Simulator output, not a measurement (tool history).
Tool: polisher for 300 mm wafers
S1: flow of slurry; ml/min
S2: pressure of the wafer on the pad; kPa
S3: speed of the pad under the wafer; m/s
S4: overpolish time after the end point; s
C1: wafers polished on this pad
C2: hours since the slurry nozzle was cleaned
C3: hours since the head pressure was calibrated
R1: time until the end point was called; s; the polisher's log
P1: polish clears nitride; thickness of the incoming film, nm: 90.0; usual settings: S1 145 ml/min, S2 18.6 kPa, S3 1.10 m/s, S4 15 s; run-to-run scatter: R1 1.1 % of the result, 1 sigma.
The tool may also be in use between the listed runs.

| run | day | S1 | S2 | S3 | S4 | C1 | C2 | C3 | R1 |
|---|---|---|---|---|---|---|---|---|---|
| 1 | 0.262 | 145 | 18.6 | 1.10 | 15 | 971 | 353.5 | 274.3 | 108.990 |
| 2 | 0.517 | 145 | 26.9 | 1.10 | 4 | 1011 | 359.6 | 280.4 | 75.088 |
| 3 | 0.833 | 145 | 18.6 | 0.50 | 15 | 1060 | 367.2 | 288.0 | 237.620 |
| 4 | 1.133 | 145 | 9.0 | 1.10 | 15 | 1107 | 374.4 | 295.2 | 226.110 |
| 5 | 1.396 | 145 | 18.6 | 1.58 | 5 | 1148 | 380.7 | 301.5 | 76.392 |
| 6 | 1.662 | 145 | 18.6 | 1.10 | 15 | 1190 | 387.1 | 307.9 | 108.360 |
| 7 | 1.871 | 145 | 18.6 | 1.10 | 15 | 1222 | 392.1 | 312.9 | 108.240 |
| 8 | 2.142 | 145 | 18.6 | 1.10 | 15 | 1265 | 398.6 | 319.4 | 109.320 |
| 9 | 2.521 | 145 | 18.6 | 1.10 | 15 | 1324 | 407.7 | 328.5 | 106.570 |
| 10 | 2.954 | 145 | 18.6 | 1.10 | 28 | 1392 | 418.1 | 338.9 | 108.120 |
| 11 | 3.212 | 145 | 24.8 | 1.10 | 15 | 1432 | 424.3 | 345.1 | 82.423 |
| 12 | 3.462 | 210 | 18.6 | 1.10 | 15 | 1471 | 430.3 | 351.1 | 103.790 |
|  | 3.733 | head pressure recalibrated |
| 13 | 3.750 | 145 | 18.6 | 1.74 | 15 | 1516 | 437.2 | 0.5 | 68.490 |
| 14 | 3.946 | 145 | 18.6 | 1.10 | 15 | 1547 | 441.9 | 5.2 | 108.660 |
| 15 | 4.238 | 145 | 18.6 | 1.10 | 4 | 1592 | 448.9 | 12.2 | 109.410 |
| 16 | 4.625 | 85 | 18.6 | 1.10 | 15 | 1653 | 458.2 | 21.5 | 122.770 |
| 17 | 4.812 | 145 | 9.7 | 1.40 | 15 | 1682 | 462.7 | 26.0 | 164.800 |
| 18 | 5.000 | 145 | 18.6 | 1.10 | 15 | 1711 | 467.2 | 30.5 | 110.230 |
| 19 | 5.383 | 145 | 18.6 | 1.10 | 15 | 1771 | 476.4 | 39.7 | 110.020 |
| 20 | 5.683 | 145 | 18.6 | 1.10 | 15 | 1818 | 483.6 | 46.9 | 111.900 |
| 21 | 6.025 | 145 | 18.6 | 1.10 | 15 | 1872 | 491.8 | 55.1 | 112.340 |
|  | 6.125 | head pressure recalibrated |
| 22 | 6.329 | 145 | 18.6 | 1.10 | 15 | 1919 | 499.1 | 4.9 | 115.640 |

The next listed run, before its measurement:
| 23 | 6.612 | 145 | 18.6 | 1.10 | 15 | 1964 | 505.9 | 11.7 | ? |

Run 23 gave R1 117.070 s.
